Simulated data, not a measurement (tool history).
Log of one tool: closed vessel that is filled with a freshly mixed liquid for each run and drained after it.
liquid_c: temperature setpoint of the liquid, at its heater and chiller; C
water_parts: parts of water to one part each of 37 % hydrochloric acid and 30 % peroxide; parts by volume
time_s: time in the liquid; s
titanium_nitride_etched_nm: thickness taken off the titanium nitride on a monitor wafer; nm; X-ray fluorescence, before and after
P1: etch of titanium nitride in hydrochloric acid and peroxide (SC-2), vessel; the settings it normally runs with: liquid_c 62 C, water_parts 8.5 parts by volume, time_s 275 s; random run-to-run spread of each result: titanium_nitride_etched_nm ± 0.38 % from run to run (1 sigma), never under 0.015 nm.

run	hour	liquid_c	water_parts	time_s	hours since the thermometer was replaced	hours since the chemicals flow meter was replaced	hours since the drum of peroxide was connected	titanium_nitride_etched_nm
1	8.8	62	8.5	275	1271.7	166.5	434.5	12.256
2	16.4	62	8.5	275	1279.3	174.1	442.1	12.384
# hour 22.4: chemicals flow meter replaced
3	26.4	72	8.5	275	1289.3	4	452.1	22.499
4	36.2	55	8.5	165	1299.1	13.8	461.9	4.7726
5	45.1	62	4	275	1308	22.7	470.8	21.352
6	54.4	45.5	8.5	275	1317.3	32	480.1	4.1842
7	59.8	62	8.5	105	1322.7	37.4	485.5	4.7311
8	68	62	8.5	275	1330.9	45.6	493.7	12.342
9	77.4	62	8.5	515	1340.3	55	503.1	23.041
10	81.9	62	8.5	275	1344.8	59.5	507.6	12.387
11	91.8	62	8.5	275	1354.7	69.4	517.5	12.32
12	97.2	62	14.5	275	1360.1	74.8	522.9	7.8732
13	102.4	62	8.5	275	1365.3	80	528.1	12.342
14	108.1	62	8.5	275	1371	85.7	533.8	12.242
15	115.4	62	8.5	275	1378.3	93	541.1	12.763
16	122	62	8.5	275	1384.9	99.6	547.7	13.015
17	127.9	62	8.5	275	1390.8	105.5	553.6	13.177
18	133.4	62	8.5	275	1396.3	111	559.1	13.367
19	142.2	62	8.5	275	1405.1	119.8	567.9	13.391
20	148.6	62	8.5	275	1411.5	126.2	574.3	13.286
21	153.3	62	8.5	275	1416.2	130.9	579	13.432
22	158.8	62	8.5	275	1421.7	136.4	584.5	13.489
23	164	62	8.5	275	1426.9	141.6	589.7	13.413

The log shows P1 creeping away from where it was. Any of the 2 causes listed here, at the size stated for it, fits the log just as well as the others:
A: chemicals flow above the setpoint (%) = 11.2
B: liquid hotter than its thermometer reads (K) = 1.39
Creep in the process output first set in at about hour 108.1.
The rest of the possible causes, and what rules out each one:
peroxide weaker than its label (%): at its largest 8, which would move titanium_nitride_etched_nm by -7.3 %, too little to match the creep or of the wrong sign

Of the 4 check runs below, each run on 2 wafers with the results averaged and each result still a question mark, which one would tell the listed causes apart?
check 1	169.2	62	10.5	275				?
check 2	169.2	48	4.5	275				?
check 3	169.2	52	12.5	275				?
check 4	169.2	62	13	275				?

What every check run would give for each of its results, assuming each possible cause in turn:
check	result	if A	if B
check 1	titanium_nitride_etched_nm	11.298	11.268
check 2	titanium_nitride_etched_nm	8.6427	8.8278
check 3	titanium_nitride_etched_nm	5.1535	5.1551
check 4	titanium_nitride_etched_nm	9.4422	9.3903
Separation of the two closest causes in each check, using whichever result separates them best: check 1 0.26 %; check 2 2.12 %; check 3 0.03 %; check 4 0.55 %
The other checks would show nearly matching results whichever cause is true, so check 2 is the only one that separates the causes.

With check 2 done, the readings were: titanium_nitride_etched_nm 8.8161 nm. Identify which of the listed causes applies.

Of the candidate causes, it is B: liquid hotter than its thermometer reads (K).
